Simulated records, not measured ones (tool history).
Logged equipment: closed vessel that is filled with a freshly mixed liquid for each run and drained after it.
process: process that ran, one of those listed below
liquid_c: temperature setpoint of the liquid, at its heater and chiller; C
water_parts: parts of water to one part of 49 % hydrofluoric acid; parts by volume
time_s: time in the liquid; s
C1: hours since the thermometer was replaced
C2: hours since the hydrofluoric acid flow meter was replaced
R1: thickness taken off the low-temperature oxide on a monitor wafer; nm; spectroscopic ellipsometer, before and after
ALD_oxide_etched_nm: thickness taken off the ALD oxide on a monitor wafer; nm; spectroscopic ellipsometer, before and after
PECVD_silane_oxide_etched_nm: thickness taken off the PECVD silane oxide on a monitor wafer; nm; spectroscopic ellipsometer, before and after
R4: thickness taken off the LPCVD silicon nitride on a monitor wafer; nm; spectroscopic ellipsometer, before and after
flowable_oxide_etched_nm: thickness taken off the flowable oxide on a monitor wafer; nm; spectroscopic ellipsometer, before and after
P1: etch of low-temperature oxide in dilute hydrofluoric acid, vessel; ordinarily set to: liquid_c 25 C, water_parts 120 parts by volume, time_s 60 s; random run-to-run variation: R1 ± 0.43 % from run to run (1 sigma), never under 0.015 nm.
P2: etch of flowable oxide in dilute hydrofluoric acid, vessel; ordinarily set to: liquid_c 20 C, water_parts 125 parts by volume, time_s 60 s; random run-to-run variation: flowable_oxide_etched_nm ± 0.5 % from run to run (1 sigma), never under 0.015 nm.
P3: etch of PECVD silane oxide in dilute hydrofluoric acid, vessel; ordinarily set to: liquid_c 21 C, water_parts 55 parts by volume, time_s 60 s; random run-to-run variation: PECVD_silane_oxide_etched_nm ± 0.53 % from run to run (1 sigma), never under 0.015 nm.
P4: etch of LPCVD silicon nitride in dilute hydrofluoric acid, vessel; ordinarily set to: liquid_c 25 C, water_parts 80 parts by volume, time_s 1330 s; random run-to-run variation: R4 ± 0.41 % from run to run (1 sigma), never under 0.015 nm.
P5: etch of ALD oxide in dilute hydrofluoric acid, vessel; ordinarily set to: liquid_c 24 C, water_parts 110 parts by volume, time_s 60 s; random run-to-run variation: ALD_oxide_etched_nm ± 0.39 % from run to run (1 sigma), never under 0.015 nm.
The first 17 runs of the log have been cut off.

run 18 day=8.925 | process=P5 liquid_c=24 water_parts=110 time_s=90 | C1=550.7 C2=571.2 | ALD_oxide_etched_nm=14.261
run 19 day=9.542 | process=P2 liquid_c=20 water_parts=125 time_s=60 | C1=565.5 C2=586 | flowable_oxide_etched_nm=18.193
run 20 day=9.979 | process=P5 liquid_c=20 water_parts=110 time_s=60 | C1=576 C2=596.5 | ALD_oxide_etched_nm=8.1164
run 21 day=10.354 | process=P2 liquid_c=20 water_parts=225 time_s=60 | C1=585 C2=605.5 | flowable_oxide_etched_nm=9.2532
run 22 day=10.929 | process=P4 liquid_c=33 water_parts=80 time_s=1330 | C1=598.8 C2=619.3 | R4=13.871
run 23 day=11.483 | process=P3 liquid_c=29.5 water_parts=55 time_s=60 | C1=612.1 C2=632.6 | PECVD_silane_oxide_etched_nm=73.102
run 24 day=11.933 | process=P5 liquid_c=24 water_parts=110 time_s=60 | C1=622.9 C2=643.4 | ALD_oxide_etched_nm=9.5179
run 25 day=12.267 | process=P1 liquid_c=31.5 water_parts=120 time_s=60 | C1=630.9 C2=651.4 | R1=22.193
run 26 day=12.754 | process=P1 liquid_c=25 water_parts=120 time_s=30 | C1=642.6 C2=663.1 | R1=8.7484

Predict the results of run 27:
run 27 day=13.279 | process=P1 liquid_c=25 water_parts=120 time_s=60 | C1=655.2 C2=675.7 | R1=?

R1: 17.559 nm
